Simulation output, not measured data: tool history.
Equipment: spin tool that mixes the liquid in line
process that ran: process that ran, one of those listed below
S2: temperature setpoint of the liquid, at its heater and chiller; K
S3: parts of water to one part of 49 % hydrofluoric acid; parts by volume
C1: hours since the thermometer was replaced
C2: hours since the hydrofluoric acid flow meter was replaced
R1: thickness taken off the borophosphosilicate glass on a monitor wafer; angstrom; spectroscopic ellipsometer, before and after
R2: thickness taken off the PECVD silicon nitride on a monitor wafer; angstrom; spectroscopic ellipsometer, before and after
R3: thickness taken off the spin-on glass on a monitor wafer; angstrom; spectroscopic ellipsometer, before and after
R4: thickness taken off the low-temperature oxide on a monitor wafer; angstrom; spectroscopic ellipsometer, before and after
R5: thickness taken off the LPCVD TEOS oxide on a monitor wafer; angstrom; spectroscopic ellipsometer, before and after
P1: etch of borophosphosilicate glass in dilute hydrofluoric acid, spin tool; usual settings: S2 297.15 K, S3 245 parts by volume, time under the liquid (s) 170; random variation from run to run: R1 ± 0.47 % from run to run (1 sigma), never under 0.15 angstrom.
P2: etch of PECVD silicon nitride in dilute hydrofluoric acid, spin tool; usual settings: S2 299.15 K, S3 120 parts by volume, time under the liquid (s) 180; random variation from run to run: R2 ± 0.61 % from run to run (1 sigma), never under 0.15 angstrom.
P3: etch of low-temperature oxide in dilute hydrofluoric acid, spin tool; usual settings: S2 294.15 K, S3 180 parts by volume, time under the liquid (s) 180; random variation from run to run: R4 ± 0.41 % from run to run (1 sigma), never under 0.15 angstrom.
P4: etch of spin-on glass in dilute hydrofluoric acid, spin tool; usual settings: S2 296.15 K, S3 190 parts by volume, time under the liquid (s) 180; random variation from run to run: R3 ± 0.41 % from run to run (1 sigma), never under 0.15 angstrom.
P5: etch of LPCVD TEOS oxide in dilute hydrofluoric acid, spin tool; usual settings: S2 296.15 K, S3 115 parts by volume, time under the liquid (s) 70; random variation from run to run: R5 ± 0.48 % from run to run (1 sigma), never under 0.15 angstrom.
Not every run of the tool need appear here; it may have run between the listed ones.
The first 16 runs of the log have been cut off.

run 17 hour=128.1 | process_that_ran=P3 S2=294.15 S3=305 time_under_the_liquid_(s)=180 | C1=604.0 C2=1032.0 | R4=44.670
run 18 hour=134.4 | process_that_ran=P3 S2=294.15 S3=180 time_under_the_liquid_(s)=280 | C1=610.3 C2=1038.3 | R4=133.900
run 19 hour=143.4 | process_that_ran=P1 S2=297.15 S3=245 time_under_the_liquid_(s)=170 | C1=619.3 C2=1047.3 | R1=385.86
run 20 hour=153.0 | process_that_ran=P4 S2=296.15 S3=190 time_under_the_liquid_(s)=180 | C1=628.9 C2=1056.9 | R3=343.240
run 21 hour=159.1 | process_that_ran=P1 S2=297.15 S3=75 time_under_the_liquid_(s)=65 | C1=635.0 C2=1063.0 | R1=581.35
run 22 hour=163.7 | process_that_ran=P5 S2=296.15 S3=115 time_under_the_liquid_(s)=130 | C1=639.6 C2=1067.6 | R5=580.24
run 23 hour=173.9 | process_that_ran=P1 S2=297.15 S3=245 time_under_the_liquid_(s)=170 | C1=649.8 C2=1077.8 | R1=384.17
run 24 hour=178.8 | process_that_ran=P4 S2=296.15 S3=190 time_under_the_liquid_(s)=180 | C1=654.7 C2=1082.7 | R3=343.020
run 25 hour=185.4 | process_that_ran=P1 S2=297.15 S3=65 time_under_the_liquid_(s)=170 | C1=661.3 C2=1089.3 | R1=1772.70
run 26 hour=195.5 | process_that_ran=P1 S2=303.15 S3=245 time_under_the_liquid_(s)=170 | C1=671.4 C2=1099.4 | R1=470.32
run 27 hour=203.0 | process_that_ran=P3 S2=294.15 S3=180 time_under_the_liquid_(s)=180 | C1=678.9 C2=1106.9 | R4=85.277
run 28 hour=208.6 | process_that_ran=P4 S2=296.15 S3=190 time_under_the_liquid_(s)=25 | C1=684.5 C2=1112.5 | R3=47.708
run 29 hour=214.7 | process_that_ran=P2 S2=303.65 S3=120 time_under_the_liquid_(s)=180 | C1=690.6 C2=1118.6 | R2=62.873
run 30 hour=223.8 | process_that_ran=P1 S2=297.15 S3=245 time_under_the_liquid_(s)=170 | C1=699.7 C2=1127.7 | R1=384.28
run 31 hour=231.4 | process_that_ran=P1 S2=297.15 S3=245 time_under_the_liquid_(s)=170 | C1=707.3 C2=1135.3 | R1=383.87
run 32 hour=236.4 | process_that_ran=P5 S2=304.15 S3=115 time_under_the_liquid_(s)=70 | C1=712.3 C2=1140.3 | R5=429.22
run 33 hour=241.9 | process_that_ran=P1 S2=297.15 S3=345 time_under_the_liquid_(s)=170 | C1=717.8 C2=1145.8 | R1=246.94
run 34 hour=249.5 | process_that_ran=P1 S2=297.15 S3=245 time_under_the_liquid_(s)=170 | C1=725.4 C2=1153.4 | R1=384.56
run 35 hour=255.5 | process_that_ran=P1 S2=297.15 S3=245 time_under_the_liquid_(s)=170 | C1=731.4 C2=1159.4 | R1=372.25
run 36 hour=260.5 | process_that_ran=P1 S2=297.15 S3=245 time_under_the_liquid_(s)=170 | C1=736.4 C2=1164.4 | R1=372.45
run 37 hour=265.2 | process_that_ran=P1 S2=297.15 S3=245 time_under_the_liquid_(s)=170 | C1=741.1 C2=1169.1 | R1=365.13
run 38 hour=273.5 | process_that_ran=P1 S2=297.15 S3=245 time_under_the_liquid_(s)=170 | C1=749.4 C2=1177.4 | R1=358.13
run 39 hour=278.2 | process_that_ran=P1 S2=297.15 S3=245 time_under_the_liquid_(s)=170 | C1=754.1 C2=1182.1 | R1=360.08
run 40 hour=286.1 | process_that_ran=P1 S2=297.15 S3=245 time_under_the_liquid_(s)=170 | C1=762.0 C2=1190.0 | R1=355.42
run 41 hour=291.7 | process_that_ran=P1 S2=297.15 S3=245 time_under_the_liquid_(s)=170 | C1=767.6 C2=1195.6 | R1=353.40

Run 42, settings as shown, results not yet in. Your forecast:
run 42 hour=297.6 | process_that_ran=P1 S2=297.15 S3=245 time_under_the_liquid_(s)=170 | C1=773.5 C2=1201.5 | R1=?

{"run 42": {"R1": 356.96}}

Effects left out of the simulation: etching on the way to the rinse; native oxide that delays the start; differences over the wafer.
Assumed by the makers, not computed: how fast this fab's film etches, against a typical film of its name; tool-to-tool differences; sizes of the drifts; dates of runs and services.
